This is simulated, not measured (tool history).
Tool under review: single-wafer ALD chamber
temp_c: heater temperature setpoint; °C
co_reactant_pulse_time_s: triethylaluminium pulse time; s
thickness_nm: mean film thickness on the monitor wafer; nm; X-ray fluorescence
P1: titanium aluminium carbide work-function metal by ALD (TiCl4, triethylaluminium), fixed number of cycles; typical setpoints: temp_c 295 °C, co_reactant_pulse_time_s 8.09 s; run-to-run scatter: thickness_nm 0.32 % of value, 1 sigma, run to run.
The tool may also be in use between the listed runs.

| run | day | temp_c | co_reactant_pulse_time_s | hours since the last thermocouple change | hours since the last triethylaluminium bottle change | thickness_nm |
|---|---|---|---|---|---|---|
| 1 | 0.483 | 295 | 8.09 | 554.5 | 263.3 | 1.867 |
| 2 | 0.967 | 295 | 8.09 | 566.1 | 274.9 | 1.8605 |
| 3 | 1.683 | 272 | 8.09 | 583.3 | 292.1 | 1.6794 |
| 4 | 2.017 | 280 | 10.79 | 591.3 | 300.1 | 1.8195 |
| 5 | 2.679 | 295 | 10.93 | 607.2 | 316 | 1.9439 |
| 6 | 3.058 | 319 | 8.09 | 616.3 | 325.1 | 2.0594 |
| 7 | 3.7 | 295 | 8.09 | 631.7 | 340.5 | 1.8809 |
| 8 | 4.142 | 271 | 5.72 | 642.3 | 351.1 | 1.5414 |
| 9 | 4.508 | 295 | 8.09 | 651.1 | 359.9 | 1.8688 |
| 10 | 4.946 | 295 | 4.07 | 661.6 | 370.4 | 1.4907 |
| 11 | 5.638 | 295 | 8.09 | 678.2 | 387 | 1.859 |
| 12 | 6.267 | 295 | 8.09 | 693.3 | 402.1 | 1.8512 |
| 13 | 6.729 | 295 | 8.09 | 704.4 | 413.2 | 1.8418 |
| 14 | 7.438 | 295 | 8.09 | 721.4 | 430.2 | 1.8388 |
| 15 | 7.983 | 295 | 8.09 | 734.5 | 443.3 | 1.8444 |
| 16 | 8.321 | 295 | 8.09 | 742.6 | 451.4 | 1.8375 |
| 17 | 8.704 | 295 | 8.09 | 751.8 | 460.6 | 1.8464 |

Run 18 comes next. What will it give?
| 18 | 9.033 | 295 | 8.09 | 759.7 | 468.5 | ? |

Run 18 yielded thickness_nm 1.8426 nm.
